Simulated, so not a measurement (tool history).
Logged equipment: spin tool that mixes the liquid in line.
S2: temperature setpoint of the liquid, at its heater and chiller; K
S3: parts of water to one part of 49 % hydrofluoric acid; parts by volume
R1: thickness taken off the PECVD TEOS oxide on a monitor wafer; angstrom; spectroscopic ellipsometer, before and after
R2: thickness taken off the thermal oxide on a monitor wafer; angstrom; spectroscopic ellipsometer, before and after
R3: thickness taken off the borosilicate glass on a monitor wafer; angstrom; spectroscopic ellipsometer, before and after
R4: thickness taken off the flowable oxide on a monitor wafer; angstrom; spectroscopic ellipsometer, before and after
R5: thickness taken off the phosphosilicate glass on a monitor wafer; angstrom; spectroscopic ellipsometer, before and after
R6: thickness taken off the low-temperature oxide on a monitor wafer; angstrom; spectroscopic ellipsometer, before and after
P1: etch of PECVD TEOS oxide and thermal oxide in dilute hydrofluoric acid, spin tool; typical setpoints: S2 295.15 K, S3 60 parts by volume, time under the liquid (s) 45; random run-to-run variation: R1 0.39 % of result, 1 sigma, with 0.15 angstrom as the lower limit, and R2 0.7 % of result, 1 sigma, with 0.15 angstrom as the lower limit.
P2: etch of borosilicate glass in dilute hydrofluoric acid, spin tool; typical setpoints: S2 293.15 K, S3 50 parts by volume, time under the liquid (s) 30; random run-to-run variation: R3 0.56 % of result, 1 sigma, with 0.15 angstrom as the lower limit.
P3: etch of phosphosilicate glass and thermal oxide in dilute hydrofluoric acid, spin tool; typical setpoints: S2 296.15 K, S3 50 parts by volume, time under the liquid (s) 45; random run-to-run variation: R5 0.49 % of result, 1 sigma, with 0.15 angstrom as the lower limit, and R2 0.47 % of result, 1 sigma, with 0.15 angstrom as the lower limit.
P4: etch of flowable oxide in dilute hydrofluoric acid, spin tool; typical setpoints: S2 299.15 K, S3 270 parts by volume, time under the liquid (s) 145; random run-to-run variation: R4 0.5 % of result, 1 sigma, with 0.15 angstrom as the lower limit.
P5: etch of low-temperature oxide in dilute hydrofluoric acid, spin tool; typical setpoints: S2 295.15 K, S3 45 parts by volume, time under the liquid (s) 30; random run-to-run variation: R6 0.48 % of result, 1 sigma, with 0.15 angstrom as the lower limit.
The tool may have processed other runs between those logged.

{"run": 1, "hour": 16.1, "process that ran": "P1", "S2": 295.15, "S3": 60, "time under the liquid (s)": 45, "R1": 88.543, "R2": 34.588}
{"run": 2, "hour": 24.1, "process that ran": "P2", "S2": 293.15, "S3": 50, "time under the liquid (s)": 50, "R3": 355.75}
{"run": 3, "hour": 34.9, "process that ran": "P1", "S2": 290.65, "S3": 100, "time under the liquid (s)": 45, "R1": 41.871, "R2": 16.275}
{"run": 4, "hour": 51.0, "process that ran": "P1", "S2": 295.15, "S3": 60, "time under the liquid (s)": 15, "R1": 29.746, "R2": 11.465}
{"run": 5, "hour": 65.4, "process that ran": "P4", "S2": 299.15, "S3": 370, "time under the liquid (s)": 145, "R4": 91.227}
{"run": 6, "hour": 80.9, "process that ran": "P3", "S2": 300.15, "S3": 50, "time under the liquid (s)": 45, "R2": 51.855, "R5": 663.01}
{"run": 7, "hour": 88.4, "process that ran": "P1", "S2": 290.15, "S3": 60, "time under the liquid (s)": 45, "R1": 71.515, "R2": 27.938}
{"run": 8, "hour": 103.8, "process that ran": "P5", "S2": 295.15, "S3": 45, "time under the liquid (s)": 30, "R6": 139.43}
{"run": 9, "hour": 115.3, "process that ran": "P4", "S2": 299.15, "S3": 270, "time under the liquid (s)": 145, "R4": 139.44}
{"run": 10, "hour": 124.2, "process that ran": "P1", "S2": 295.15, "S3": 60, "time under the liquid (s)": 75, "R1": 146.93, "R2": 57.637}
{"run": 11, "hour": 135.5, "process that ran": "P1", "S2": 295.15, "S3": 60, "time under the liquid (s)": 45, "R1": 88.389, "R2": 34.335}
{"run": 12, "hour": 142.9, "process that ran": "P2", "S2": 293.15, "S3": 20, "time under the liquid (s)": 30, "R3": 552.13}
{"run": 13, "hour": 153.0, "process that ran": "P1", "S2": 295.15, "S3": 20, "time under the liquid (s)": 45, "R1": 282.92, "R2": 109.93}
{"run": 14, "hour": 163.9, "process that ran": "P5", "S2": 295.15, "S3": 45, "time under the liquid (s)": 30, "R6": 139.48}
{"run": 15, "hour": 177.8, "process that ran": "P5", "S2": 290.15, "S3": 45, "time under the liquid (s)": 30, "R6": 113.36}
{"run": 16, "hour": 190.1, "process that ran": "P1", "S2": 290.15, "S3": 105, "time under the liquid (s)": 45, "R1": 39.103, "R2": 14.791}
{"run": 17, "hour": 204.7, "process that ran": "P2", "S2": 293.15, "S3": 50, "time under the liquid (s)": 30, "R3": 213.25}
{"run": 18, "hour": 217.4, "process that ran": "P3", "S2": 296.15, "S3": 50, "time under the liquid (s)": 15, "R2": 15.048, "R5": 188.2}
{"run": 19, "hour": 230.1, "process that ran": "P2", "S2": 293.15, "S3": 50, "time under the liquid (s)": 30, "R3": 209.83}
{"run": 20, "hour": 242.6, "process that ran": "P3", "S2": 296.15, "S3": 50, "time under the liquid (s)": 45, "R2": 44.062, "R5": 555.6}
{"run": 21, "hour": 256.2, "process that ran": "P3", "S2": 296.15, "S3": 50, "time under the liquid (s)": 45, "R2": 43.764, "R5": 564.86}
{"run": 22, "hour": 272.9, "process that ran": "P4", "S2": 299.15, "S3": 270, "time under the liquid (s)": 145, "R4": 138.26}
{"run": 23, "hour": 289.3, "process that ran": "P2", "S2": 290.15, "S3": 50, "time under the liquid (s)": 30, "R3": 188.24}
{"run": 24, "hour": 302.0, "process that ran": "P5", "S2": 295.15, "S3": 45, "time under the liquid (s)": 50, "R6": 233.91}
{"run": 25, "hour": 314.9, "process that ran": "P4", "S2": 304.15, "S3": 270, "time under the liquid (s)": 145, "R4": 164.12}
{"run": 26, "hour": 330.7, "process that ran": "P1", "S2": 295.15, "S3": 90, "time under the liquid (s)": 45, "R1": 56.884, "R2": 22.011}
{"run": 27, "hour": 338.9, "process that ran": "P1", "S2": 295.15, "S3": 60, "time under the liquid (s)": 45, "R1": 88.565, "R2": 34.565}
{"run": 28, "hour": 353.7, "process that ran": "P1", "S2": 302.65, "S3": 60, "time under the liquid (s)": 45, "R1": 119.69, "R2": 46.6}
{"run": 29, "hour": 362.5, "process that ran": "P1", "S2": 295.15, "S3": 60, "time under the liquid (s)": 45, "R1": 88.978, "R2": 34.606}
{"run": 30, "hour": 378.0, "process that ran": "P3", "S2": 296.15, "S3": 85, "time under the liquid (s)": 45, "R2": 24.754, "R5": 315.93}
{"run": 31, "hour": 393.4, "process that ran": "P4", "S2": 299.15, "S3": 270, "time under the liquid (s)": 210, "R4": 201.05}
{"run": 32, "hour": 406.0, "process that ran": "P5", "S2": 295.15, "S3": 75, "time under the liquid (s)": 30, "R6": 80.37}
{"run": 33, "hour": 419.9, "process that ran": "P1", "S2": 295.15, "S3": 60, "time under the liquid (s)": 45, "R1": 88.205, "R2": 34.476}
{"run": 34, "hour": 428.6, "process that ran": "P1", "S2": 295.15, "S3": 60, "time under the liquid (s)": 45, "R1": 84.917, "R2": 33.719}
{"run": 35, "hour": 440.0, "process that ran": "P1", "S2": 295.15, "S3": 60, "time under the liquid (s)": 45, "R1": 82.904, "R2": 32.195}
{"run": 36, "hour": 447.5, "process that ran": "P1", "S2": 295.15, "S3": 60, "time under the liquid (s)": 45, "R1": 83.122, "R2": 31.712}
{"run": 37, "hour": 460.3, "process that ran": "P1", "S2": 295.15, "S3": 60, "time under the liquid (s)": 45, "R1": 81.961, "R2": 32.08}
{"run": 38, "hour": 470.3, "process that ran": "P1", "S2": 295.15, "S3": 60, "time under the liquid (s)": 45, "R1": 81.572, "R2": 31.463}
{"run": 39, "hour": 482.7, "process that ran": "P1", "S2": 295.15, "S3": 60, "time under the liquid (s)": 45, "R1": 81.648, "R2": 31.741}
{"run": 40, "hour": 498.7, "process that ran": "P1", "S2": 295.15, "S3": 60, "time under the liquid (s)": 45, "R1": 80.984, "R2": 31.412}

The output of P1 has drifted from where it used to be. Each of the 2 causes below, taken at the size shown beside it, accounts for the log equally well:
A: hydrofluoric acid flow below the setpoint (%) = 8.11
B: liquid colder than its thermometer reads (K) = 2.18
The drift started at roughly hour 419.9.

Of the 4 check runs below, each run on 2 wafers with the results averaged and each result still a question mark, which one would tell the listed causes apart?
{"run": "check 1", "hour": 514.7, "process that ran": "P2", "S2": 293.15, "S3": 50, "time under the liquid (s)": 30, "R3": "?"}
{"run": "check 2", "hour": 514.7, "process that ran": "P5", "S2": 295.15, "S3": 45, "time under the liquid (s)": 30, "R6": "?"}
{"run": "check 3", "hour": 514.7, "process that ran": "P4", "S2": 299.15, "S3": 270, "time under the liquid (s)": 145, "R4": "?"}
{"run": "check 4", "hour": 514.7, "process that ran": "P3", "S2": 296.15, "S3": 50, "time under the liquid (s)": 45, "R2": "?", "R5": "?"}

What every check run would give for each of its results, assuming each possible cause in turn:
check=check_1 result=R3 if_A=194.87 if_B=194.17
check=check_2 result=R6 if_A=128.04 if_B=127.69
check=check_3 result=R4 if_A=124.060 if_B=128.210
check=check_4 result=R2 if_A=40.216 if_B=40.176
check=check_4 result=R5 if_A=512.97 if_B=512.46
Separation of the two closest causes in each check, using whichever result separates them best: check 1 0.36 %; check 2 0.27 %; check 3 3.29 %; check 4 0.1 %
Only in check 3 would the causes give clearly different results; in the remaining checks their results would be nearly the same.

Then check 3 was run and gave: R4 128.100 angstrom. Which cause is it?

Of the candidate causes, it is B: liquid colder than its thermometer reads (K).

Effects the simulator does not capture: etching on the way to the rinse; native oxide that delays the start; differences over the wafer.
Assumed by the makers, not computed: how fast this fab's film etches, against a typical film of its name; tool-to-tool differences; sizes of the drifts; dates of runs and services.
